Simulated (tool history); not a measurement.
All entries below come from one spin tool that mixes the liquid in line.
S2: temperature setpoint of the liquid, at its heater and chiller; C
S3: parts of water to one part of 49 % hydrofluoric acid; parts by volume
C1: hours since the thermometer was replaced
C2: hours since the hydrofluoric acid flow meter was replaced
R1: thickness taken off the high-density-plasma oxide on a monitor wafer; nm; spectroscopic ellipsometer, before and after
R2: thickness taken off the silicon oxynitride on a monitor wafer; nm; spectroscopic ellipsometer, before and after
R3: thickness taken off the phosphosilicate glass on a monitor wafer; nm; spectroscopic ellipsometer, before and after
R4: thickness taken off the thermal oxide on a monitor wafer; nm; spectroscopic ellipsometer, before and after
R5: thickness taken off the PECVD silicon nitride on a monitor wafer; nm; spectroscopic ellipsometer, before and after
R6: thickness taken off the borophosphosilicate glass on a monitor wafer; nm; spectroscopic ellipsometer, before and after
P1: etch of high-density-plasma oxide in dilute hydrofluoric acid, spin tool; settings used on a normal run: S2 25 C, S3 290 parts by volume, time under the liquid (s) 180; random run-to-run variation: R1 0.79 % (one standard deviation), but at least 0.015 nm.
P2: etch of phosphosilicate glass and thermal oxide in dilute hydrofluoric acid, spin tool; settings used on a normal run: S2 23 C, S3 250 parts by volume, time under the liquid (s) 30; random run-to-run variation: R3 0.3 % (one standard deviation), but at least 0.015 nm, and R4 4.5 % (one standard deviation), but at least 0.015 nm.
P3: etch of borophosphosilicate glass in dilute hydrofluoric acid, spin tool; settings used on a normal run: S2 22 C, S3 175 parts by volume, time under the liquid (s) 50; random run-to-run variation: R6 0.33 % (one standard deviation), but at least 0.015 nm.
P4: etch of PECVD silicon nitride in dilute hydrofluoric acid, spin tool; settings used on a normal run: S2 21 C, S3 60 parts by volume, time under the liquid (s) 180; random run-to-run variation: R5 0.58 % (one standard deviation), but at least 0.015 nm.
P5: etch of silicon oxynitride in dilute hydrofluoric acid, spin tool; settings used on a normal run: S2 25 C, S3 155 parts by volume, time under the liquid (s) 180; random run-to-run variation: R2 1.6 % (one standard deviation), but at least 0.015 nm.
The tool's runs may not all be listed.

run 1 day=0.633 | process_that_ran=P1 S2=25 S3=290 time_under_the_liquid_(s)=180 | C1=270.5 C2=762.9 | R1=3.2226
run 2 day=0.962 | process_that_ran=P5 S2=25 S3=155 time_under_the_liquid_(s)=180 | C1=278.4 C2=770.8 | R2=1.6883
run 3 day=1.404 | process_that_ran=P2 S2=23 S3=115 time_under_the_liquid_(s)=30 | C1=289 C2=781.4 | R3=25.7 R4=1.1867
run 4 day=1.983 | process_that_ran=P4 S2=21 S3=60 time_under_the_liquid_(s)=180 | C1=302.9 C2=795.3 | R5=11.007
run 5 day=2.608 | process_that_ran=P1 S2=25 S3=290 time_under_the_liquid_(s)=180 | C1=317.9 C2=810.3 | R1=3.1847
run 6 day=3.121 | process_that_ran=P3 S2=29 S3=175 time_under_the_liquid_(s)=50 | C1=330.2 C2=822.6 | R6=20.104
run 7 day=3.562 | process_that_ran=P1 S2=25 S3=290 time_under_the_liquid_(s)=180 | C1=340.8 C2=833.2 | R1=3.1917
run 8 day=4.212 | process_that_ran=P1 S2=25 S3=415 time_under_the_liquid_(s)=55 | C1=356.4 C2=848.8 | R1=0.62123
run 9 day=4.571 | process_that_ran=P1 S2=25 S3=400 time_under_the_liquid_(s)=180 | C1=365 C2=857.4 | R1=2.1299
run 10 day=4.983 | process_that_ran=P1 S2=25 S3=290 time_under_the_liquid_(s)=180 | C1=374.9 C2=867.3 | R1=3.1956
run 11 day=5.296 | process_that_ran=P4 S2=21 S3=60 time_under_the_liquid_(s)=355 | C1=382.4 C2=874.8 | R5=21.724
run 12 day=5.958 | process_that_ran=P4 S2=17 S3=60 time_under_the_liquid_(s)=180 | C1=398.3 C2=890.7 | R5=8.3705
run 13 day=6.35 | process_that_ran=P3 S2=22 S3=175 time_under_the_liquid_(s)=75 | C1=407.7 C2=900.1 | R6=23.155
run 14 day=6.708 | process_that_ran=P1 S2=25 S3=95 time_under_the_liquid_(s)=180 | C1=416.3 C2=908.7 | R1=12.251
run 15 day=7.183 | process_that_ran=P5 S2=25 S3=155 time_under_the_liquid_(s)=180 | C1=427.7 C2=920.1 | R2=1.7211
run 16 day=7.533 | process_that_ran=P1 S2=31 S3=290 time_under_the_liquid_(s)=180 | C1=436.1 C2=928.5 | R1=3.9323
run 17 day=7.888 | process_that_ran=P2 S2=23 S3=250 time_under_the_liquid_(s)=60 | C1=444.6 C2=937 | R3=20.405 R4=0.85855
run 18 day=8.479 | process_that_ran=P1 S2=25 S3=290 time_under_the_liquid_(s)=180 | C1=458.8 C2=951.2 | R1=3.2304
run 19 day=8.867 | process_that_ran=P3 S2=22 S3=100 time_under_the_liquid_(s)=50 | C1=468.1 C2=960.5 | R6=29.561
run 20 day=9.383 | process_that_ran=P3 S2=22 S3=175 time_under_the_liquid_(s)=50 | C1=480.5 C2=972.9 | R6=15.456
run 21 day=9.725 | process_that_ran=P5 S2=25 S3=280 time_under_the_liquid_(s)=180 | C1=488.7 C2=981.1 | R2=0.80449
run 22 day=10.292 | process_that_ran=P1 S2=20.5 S3=290 time_under_the_liquid_(s)=180 | C1=502.3 C2=994.7 | R1=2.7514
run 23 day=10.704 | process_that_ran=P1 S2=25 S3=290 time_under_the_liquid_(s)=180 | C1=512.2 C2=1004.6 | R1=3.2634
run 24 day=11.108 | process_that_ran=P5 S2=25 S3=155 time_under_the_liquid_(s)=100 | C1=521.9 C2=1014.3 | R2=0.92878
run 25 day=11.592 | process_that_ran=P1 S2=25 S3=290 time_under_the_liquid_(s)=340 | C1=533.5 C2=1025.9 | R1=6.0936
run 26 day=12.058 | process_that_ran=P2 S2=23 S3=250 time_under_the_liquid_(s)=30 | C1=544.7 C2=1037.1 | R3=10.259 R4=0.43621
run 27 day=12.367 | process_that_ran=P4 S2=21 S3=30 time_under_the_liquid_(s)=180 | C1=552.1 C2=1044.5 | R5=21.527
run 28 day=12.742 | process_that_ran=P1 S2=17 S3=85 time_under_the_liquid_(s)=180 | C1=561.1 C2=1053.5 | R1=9.9474
run 29 day=13.058 | process_that_ran=P1 S2=25 S3=290 time_under_the_liquid_(s)=85 | C1=568.7 C2=1061.1 | R1=1.5054
run 30 day=13.675 | process_that_ran=P5 S2=18.5 S3=155 time_under_the_liquid_(s)=180 | C1=583.5 C2=1075.9 | R2=1.1982
run 31 day=14.304 | process_that_ran=P4 S2=21 S3=60 time_under_the_liquid_(s)=180 | C1=598.6 C2=1091 | R5=10.973
run 32 day=14.992 | process_that_ran=P2 S2=17 S3=250 time_under_the_liquid_(s)=30 | C1=615.1 C2=1107.5 | R3=8.1197 R4=0.35018
run 33 day=15.55 | process_that_ran=P1 S2=25 S3=290 time_under_the_liquid_(s)=180 | C1=628.5 C2=1120.9 | R1=3.2163

Run 34 comes next. What will it give?
run 34 day=16.083 | process_that_ran=P1 S2=25 S3=290 time_under_the_liquid_(s)=180 | C1=641.3 C2=1133.7 | R1=?

{"run 34": {"R1": 3.34}}

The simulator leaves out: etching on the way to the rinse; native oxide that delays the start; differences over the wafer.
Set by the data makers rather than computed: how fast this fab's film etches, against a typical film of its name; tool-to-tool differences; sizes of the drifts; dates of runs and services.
